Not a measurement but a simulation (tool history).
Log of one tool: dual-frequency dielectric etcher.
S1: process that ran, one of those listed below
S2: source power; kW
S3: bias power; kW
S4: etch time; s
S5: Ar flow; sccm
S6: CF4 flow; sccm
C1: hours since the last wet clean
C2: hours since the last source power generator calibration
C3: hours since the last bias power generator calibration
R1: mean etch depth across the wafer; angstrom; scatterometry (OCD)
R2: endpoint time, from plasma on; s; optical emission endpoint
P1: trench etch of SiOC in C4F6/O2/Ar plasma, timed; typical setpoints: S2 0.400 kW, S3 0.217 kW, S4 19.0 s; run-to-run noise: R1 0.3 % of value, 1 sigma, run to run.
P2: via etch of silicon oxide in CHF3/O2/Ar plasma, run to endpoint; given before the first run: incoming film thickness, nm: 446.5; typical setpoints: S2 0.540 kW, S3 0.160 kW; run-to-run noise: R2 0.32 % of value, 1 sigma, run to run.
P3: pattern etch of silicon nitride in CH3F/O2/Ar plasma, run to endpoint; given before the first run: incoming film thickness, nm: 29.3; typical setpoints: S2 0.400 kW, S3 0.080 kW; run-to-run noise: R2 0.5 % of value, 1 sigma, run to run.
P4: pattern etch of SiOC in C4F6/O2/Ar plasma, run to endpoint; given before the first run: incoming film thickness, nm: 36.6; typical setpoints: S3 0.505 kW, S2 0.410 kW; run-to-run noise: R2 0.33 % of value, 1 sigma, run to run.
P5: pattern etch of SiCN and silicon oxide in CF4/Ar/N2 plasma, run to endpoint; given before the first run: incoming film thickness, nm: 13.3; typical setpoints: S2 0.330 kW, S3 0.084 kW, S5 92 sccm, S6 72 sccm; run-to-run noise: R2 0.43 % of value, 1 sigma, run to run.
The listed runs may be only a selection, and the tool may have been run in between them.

run	hour	S1	S2	S3	S4	S5	S6	C1	C2	C3	R1	R2
1	10.9	P1	0.400	0.217	19.0			302.1	2539.5	321.6	423.28	
2	22.2	P1	0.500	0.217	19.0			313.4	2550.8	332.9	463.24	
3	36.0	P1	0.270	0.217	19.0			327.2	2564.6	346.7	365.52	
4	43.2	P1	0.400	0.217	19.0			334.4	2571.8	353.9	423.98	
5	50.3	P4	0.550	0.505				341.5	2578.9	361.0		10.757
6	59.1	P1	0.400	0.217	26.5			350.3	2587.7	369.8	590.66	
7	70.4	P5	0.330	0.084		92	42	361.6	2599.0	381.1		20.512
8	83.0	P5	0.220	0.084		92	72	374.2	2611.6	393.7		27.156
9	95.3	P3	0.400	0.080				386.5	2623.9	406.0		39.752
10	109.0	P3	0.400	0.100				400.2	2637.6	419.7		36.794
# hour 112.3: wet clean of the chamber
11	116.1	P1	0.400	0.274	19.0			3.9	2644.7	426.8	457.68	
12	127.1	P2	0.710	0.160				14.9	2655.7	437.8		221.220
13	134.3	P2	0.540	0.160				22.1	2662.9	445.0		245.770
14	140.8	P4	0.410	0.505				28.6	2669.4	451.5		12.048
15	153.1	P1	0.400	0.217	19.0			40.9	2681.7	463.8	425.30	
16	166.0	P1	0.400	0.217	19.0			53.8	2694.6	476.7	427.46	
17	173.5	P2	0.540	0.115				61.3	2702.1	484.2		271.270
18	186.7	P4	0.410	0.505				74.5	2715.3	497.4		12.070
19	198.0	P5	0.330	0.084		56	72	85.8	2726.6	508.7		17.952
20	211.6	P1	0.400	0.171	23.5			99.4	2740.2	522.3	484.39	
21	219.6	P1	0.320	0.217	14.0			107.4	2748.2	530.3	286.01	
22	225.9	P3	0.300	0.080				113.7	2754.5	536.6		44.329
23	236.3	P5	0.330	0.084		92	72	124.1	2764.9	547.0		19.017
24	242.4	P1	0.400	0.217	19.0			130.2	2771.0	553.1	425.11	
25	251.2	P4	0.410	0.303				139.0	2779.8	561.9		14.470
26	260.7	P1	0.400	0.217	19.0			148.5	2789.3	571.4	425.44	
27	269.1	P5	0.330	0.049		92	72	156.9	2797.7	579.8		22.658
28	278.5	P1	0.400	0.217	19.0			166.3	2807.1	589.2	424.75	
29	290.8	P1	0.400	0.164	19.0			178.6	2819.4	601.5	386.96	
30	297.5	P1	0.400	0.217	10.5			185.3	2826.1	608.2	233.45	
31	306.2	P2	0.540	0.160				194.0	2834.8	616.9		244.610
32	314.4	P1	0.400	0.217	19.0			202.2	2843.0	625.1	424.32	
33	325.1	P1	0.400	0.217	19.0			212.9	2853.7	635.8	423.20	
34	336.0	P1	0.400	0.217	19.0			223.8	2864.6	646.7	421.00	
35	344.9	P1	0.400	0.217	19.0			232.7	2873.5	655.6	417.80	
36	357.8	P1	0.400	0.217	19.0			245.6	2886.4	668.5	418.12	
# hour 369.4: wet clean of the chamber
37	371.5	P1	0.400	0.217	19.0			2.1	2900.1	682.2	417.43	
38	378.8	P1	0.400	0.217	19.0			9.4	2907.4	689.5	418.66	
39	387.5	P1	0.400	0.217	19.0			18.1	2916.1	698.2	419.49	
40	397.1	P1	0.400	0.217	19.0			27.7	2925.7	707.8	418.25	
41	404.6	P1	0.400	0.217	19.0			35.2	2933.2	715.3	416.15	

Estimate the outcome of run 42 from the log above:
42	411.0	P1	0.400	0.217	19.0			41.6	2939.6	721.7	?	

Run 42 yielded R1 418.86 angstrom.
